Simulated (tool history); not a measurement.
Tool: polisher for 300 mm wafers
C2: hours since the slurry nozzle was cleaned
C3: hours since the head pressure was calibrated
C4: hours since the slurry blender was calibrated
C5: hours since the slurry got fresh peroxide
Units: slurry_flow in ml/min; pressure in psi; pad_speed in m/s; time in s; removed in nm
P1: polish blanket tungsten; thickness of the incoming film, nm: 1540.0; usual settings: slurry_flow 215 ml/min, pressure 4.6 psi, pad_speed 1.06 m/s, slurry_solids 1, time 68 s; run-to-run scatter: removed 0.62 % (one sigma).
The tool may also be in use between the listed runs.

Run 1, hour 16.3: slurry_flow 215 ml/min, pressure 4.6 psi, pad_speed 1.06 m/s, slurry_solids 1, time 68 s; wafers polished on this pad 654; C2 367.8; C3 335; C4 88.9; C5 58.8. Result: removed 354.31 nm.
Run 2, hour 23.9: slurry_flow 215 ml/min, pressure 4.6 psi, pad_speed 1.06 m/s, slurry_solids 1, time 68 s; wafers polished on this pad 723; C2 375.4; C3 342.6; C4 96.5; C5 66.4. Result: removed 351.42 nm.
Run 3, hour 33.8: slurry_flow 140 ml/min, pressure 4.6 psi, pad_speed 1.06 m/s, slurry_solids 1, time 68 s; wafers polished on this pad 814; C2 385.3; C3 352.5; C4 106.4; C5 76.3. Result: removed 328.44 nm.
At hour 45.8: slurry blender recalibrated.
Run 4, hour 48.3: slurry_flow 215 ml/min, pressure 4.6 psi, pad_speed 1.42 m/s, slurry_solids 1, time 68 s; wafers polished on this pad 948; C2 399.8; C3 367; C4 2.6; C5 90.8. Result: removed 466.34 nm.
Run 5, hour 58: slurry_flow 215 ml/min, pressure 4.6 psi, pad_speed 1.06 m/s, slurry_solids 1, time 108 s; wafers polished on this pad 1037; C2 409.5; C3 376.7; C4 12.3; C5 100.5. Result: removed 548.99 nm.
Run 6, hour 70.5: slurry_flow 135 ml/min, pressure 4.6 psi, pad_speed 1.56 m/s, slurry_solids 1, time 68 s; wafers polished on this pad 1152; C2 422; C3 389.2; C4 24.8; C5 113. Result: removed 478.23 nm.
Run 7, hour 78.5: slurry_flow 215 ml/min, pressure 4.6 psi, pad_speed 1.06 m/s, slurry_solids 1.25, time 68 s; wafers polished on this pad 1225; C2 430; C3 397.2; C4 32.8; C5 121. Result: removed 366.92 nm.
Run 8, hour 90.6: slurry_flow 215 ml/min, pressure 4.6 psi, pad_speed 1.06 m/s, slurry_solids 1, time 68 s; wafers polished on this pad 1337; C2 442.1; C3 409.3; C4 44.9; C5 133.1. Result: removed 350.8 nm.
Run 9, hour 99: slurry_flow 215 ml/min, pressure 4.6 psi, pad_speed 1.06 m/s, slurry_solids 0.65, time 68 s; wafers polished on this pad 1414; C2 450.5; C3 417.7; C4 53.3; C5 141.5. Result: removed 314.63 nm.
Run 10, hour 110.7: slurry_flow 215 ml/min, pressure 4.6 psi, pad_speed 1.06 m/s, slurry_solids 1, time 42 s; wafers polished on this pad 1521; C2 462.2; C3 429.4; C4 65; C5 153.2. Result: removed 214.5 nm.
Run 11, hour 125.6: slurry_flow 215 ml/min, pressure 3.4 psi, pad_speed 1.06 m/s, slurry_solids 1, time 68 s; wafers polished on this pad 1658; C2 477.1; C3 444.3; C4 79.9; C5 168.1. Result: removed 257.45 nm.
Run 12, hour 137.9: slurry_flow 215 ml/min, pressure 4.6 psi, pad_speed 0.48 m/s, slurry_solids 1, time 68 s; wafers polished on this pad 1771; C2 489.4; C3 456.6; C4 92.2; C5 180.4. Result: removed 157.51 nm.
Run 13, hour 149.8: slurry_flow 215 ml/min, pressure 2.2 psi, pad_speed 1.06 m/s, slurry_solids 1.35, time 68 s; wafers polished on this pad 1881; C2 501.3; C3 468.5; C4 104.1; C5 192.3. Result: removed 179.93 nm.
Run 14, hour 160.3: slurry_flow 215 ml/min, pressure 4.6 psi, pad_speed 1.06 m/s, slurry_solids 1, time 68 s; wafers polished on this pad 1977; C2 511.8; C3 479; C4 114.6; C5 202.8. Result: removed 348.3 nm.
Run 15, hour 168.4: slurry_flow 140 ml/min, pressure 4.6 psi, pad_speed 1.46 m/s, slurry_solids 1, time 68 s; wafers polished on this pad 2052; C2 519.9; C3 487.1; C4 122.7; C5 210.9. Result: removed 454.41 nm.
Run 16, hour 179.6: slurry_flow 215 ml/min, pressure 7.1 psi, pad_speed 1.06 m/s, slurry_solids 1, time 68 s; wafers polished on this pad 2155; C2 531.1; C3 498.3; C4 133.9; C5 222.1. Result: removed 541.95 nm.
Run 17, hour 193.6: slurry_flow 340 ml/min, pressure 4.6 psi, pad_speed 1.06 m/s, slurry_solids 1, time 68 s; wafers polished on this pad 2283; C2 545.1; C3 512.3; C4 147.9; C5 236.1. Result: removed 367.02 nm.
Run 18, hour 205.1: slurry_flow 215 ml/min, pressure 4.6 psi, pad_speed 1.06 m/s, slurry_solids 1, time 68 s; wafers polished on this pad 2389; C2 556.6; C3 523.8; C4 159.4; C5 247.6. Result: removed 347.97 nm.
Run 19, hour 218.8: slurry_flow 215 ml/min, pressure 4.6 psi, pad_speed 1.06 m/s, slurry_solids 1, time 68 s; wafers polished on this pad 2515; C2 570.3; C3 537.5; C4 173.1; C5 261.3. Result: removed 342.42 nm.
Run 20, hour 227.7: slurry_flow 215 ml/min, pressure 4.6 psi, pad_speed 1.06 m/s, slurry_solids 1, time 68 s; wafers polished on this pad 2597; C2 579.2; C3 546.4; C4 182; C5 270.2. Result: removed 333.97 nm.
Run 21, hour 243.1: slurry_flow 215 ml/min, pressure 4.6 psi, pad_speed 1.06 m/s, slurry_solids 1, time 68 s; wafers polished on this pad 2738; C2 594.6; C3 561.8; C4 197.4; C5 285.6. Result: removed 330.19 nm.
At hour 249.8: worn pad replaced by a new one.
Run 22, hour 251.7: slurry_flow 215 ml/min, pressure 4.6 psi, pad_speed 1.06 m/s, slurry_solids 1, time 68 s; wafers polished on this pad 17; C2 603.2; C3 570.4; C4 206; C5 294.2. Result: removed 327.87 nm.
At hour 255.1: slurry blender recalibrated.
Run 23, hour 261.1: slurry_flow 215 ml/min, pressure 4.6 psi, pad_speed 1.06 m/s, slurry_solids 1, time 68 s; wafers polished on this pad 104; C2 612.6; C3 579.8; C4 6; C5 303.6. Result: removed 327.87 nm.
At hour 267.8: slurry tank refilled with fresh slurry and peroxide.
Run 24, hour 276.9: slurry_flow 215 ml/min, pressure 4.6 psi, pad_speed 1.06 m/s, slurry_solids 1, time 68 s; wafers polished on this pad 249; C2 628.4; C3 595.6; C4 21.8; C5 9.1. Result: removed 321.21 nm.
Run 25, hour 285.9: slurry_flow 215 ml/min, pressure 4.6 psi, pad_speed 1.06 m/s, slurry_solids 1, time 68 s; wafers polished on this pad 332; C2 637.4; C3 604.6; C4 30.8; C5 18.1. Result: removed 322.76 nm.
Run 26, hour 293.7: slurry_flow 215 ml/min, pressure 4.6 psi, pad_speed 1.06 m/s, slurry_solids 1, time 68 s; wafers polished on this pad 403; C2 645.2; C3 612.4; C4 38.6; C5 25.9. Result: removed 323.09 nm.
Run 27, hour 304.8: slurry_flow 215 ml/min, pressure 4.6 psi, pad_speed 1.06 m/s, slurry_solids 1, time 68 s; wafers polished on this pad 505; C2 656.3; C3 623.5; C4 49.7; C5 37. Result: removed 323.65 nm.

What P1 gives has crept away from where it was. These 2 causes fit the log equally well, each at the size given:
A: slurry flow missing at the pad, % = 39.7
B: head's pressure below its setpoint, % = 7.71
The creep began at about hour 205.1.
Why every other cause is out:
removal rate lost through wear of the pad, %: serviced at hour 249.8, which brought nothing back
abrasive missing from the slurry, %: serviced at hour 255.1, which brought nothing back
peroxide lost from the slurry, %: serviced at hour 267.8, which brought nothing back

4 check runs are offered, each on 2 wafers whose results are averaged, their results left as question marks. Which one tells the causes apart?
Run check 1, hour 315.9: slurry_flow 215 ml/min, pressure 4.6 psi, pad_speed 1.06 m/s, slurry_solids 1, time 103 s. Result: removed ?.
Run check 2, hour 315.9: slurry_flow 140 ml/min, pressure 4.6 psi, pad_speed 0.7 m/s, slurry_solids 1, time 68 s. Result: removed ?.
Run check 3, hour 315.9: slurry_flow 215 ml/min, pressure 7.1 psi, pad_speed 1.06 m/s, slurry_solids 1, time 68 s. Result: removed ?.
Run check 4, hour 315.9: slurry_flow 215 ml/min, pressure 4.6 psi, pad_speed 0.48 m/s, slurry_solids 0.65, time 68 s. Result: removed ?.

What each check would give under each cause:
  check   result    if A    if B
check 1  removed  487.53   487.5
check 2  removed  191.63  199.07
check 3  removed  496.79  496.76
check 4  removed  131.92  131.91
How far apart the two closest causes lie, in the result that separates them most: check 1 0.01 %; check 2 3.81 %; check 3 0.01 %; check 4 0.01 %
Check 2 tells the causes apart: in the others they would give nearly the same result.

Check 2 was then run and gave: removed 191.82 nm. Which cause is it?

It is A: slurry flow missing at the pad, %.
